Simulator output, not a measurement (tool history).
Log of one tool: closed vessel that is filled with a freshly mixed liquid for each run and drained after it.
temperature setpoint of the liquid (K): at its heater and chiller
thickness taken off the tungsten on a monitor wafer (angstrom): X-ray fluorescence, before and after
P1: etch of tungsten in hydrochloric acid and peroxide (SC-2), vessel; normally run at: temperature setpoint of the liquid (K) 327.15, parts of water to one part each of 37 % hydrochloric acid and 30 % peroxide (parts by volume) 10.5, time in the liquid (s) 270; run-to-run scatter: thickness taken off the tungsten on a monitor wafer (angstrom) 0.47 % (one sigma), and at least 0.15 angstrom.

run	day	temperature setpoint of the liquid (K)	parts of water to one part each of 37 % hydrochloric acid and 30 % peroxide (parts by volume)	time in the liquid (s)	thickness taken off the tungsten on a monitor wafer (angstrom)
1	0.133	327.15	10.5	270	545.530
2	0.292	327.15	10.5	270	551.170
3	0.475	327.15	10.5	515	1047.200
4	0.729	327.15	10.5	30	60.742
5	0.933	327.15	10.5	270	553.080
6	1.104	312.65	10.5	270	206.050
7	1.246	315.15	14.0	270	190.600
8	1.488	340.15	10.5	415	1921.700
9	1.717	327.15	17.0	270	361.600
10	1.904	327.15	10.5	270	548.420
11	2.150	327.15	4.0	270	1142.300
12	2.283	327.15	10.5	270	549.950
13	2.542	342.15	10.5	270	1402.500
14	2.754	327.15	10.5	270	550.920
15	2.979	327.15	10.5	270	528.220
16	3.188	327.15	10.5	270	514.310
17	3.412	327.15	10.5	270	505.560
# day 3.567: new drum of peroxide connected
18	3.688	327.15	10.5	270	503.440
19	3.958	327.15	10.5	270	500.200
20	4.112	327.15	10.5	270	498.760

What P1 gives has crept away from where it was. These 2 causes fit the log equally well, each at the size given:
A: chemicals flow below the setpoint (%) = 10.2
B: liquid colder than its thermometer reads (K) = 1.4
The creep began at about day 2.754.
Why every other cause is out:
peroxide weaker than its label (%): serviced at day 3.567, which brought nothing back

4 check runs are offered, each on 3 wafers whose results are averaged, their results left as question marks. Which one tells the causes apart?
check 1	4.267	337.65	10.5	490	?
check 2	4.267	338.65	10.5	45	?
check 3	4.267	320.65	4.0	270	?
check 4	4.267	327.15	10.5	465	?

What each check would give under each cause:
check	result	if A	if B
check 1	thickness taken off the tungsten on a monitor wafer (angstrom)	1767.600	1777.000
check 2	thickness taken off the tungsten on a monitor wafer (angstrom)	172.520	173.530
check 3	thickness taken off the tungsten on a monitor wafer (angstrom)	692.490	677.230
check 4	thickness taken off the tungsten on a monitor wafer (angstrom)	865.370	865.100
How far apart the two closest causes lie, in the result that separates them most: check 1 0.53 %; check 2 0.58 %; check 3 2.23 %; check 4 0.03 %
Only check 3 tells the causes apart: in the others they would give nearly the same result.

Then check 3 was run and gave: thickness taken off the tungsten on a monitor wafer (angstrom) 694.700. Which cause is it?

It is A: chemicals flow below the setpoint (%).
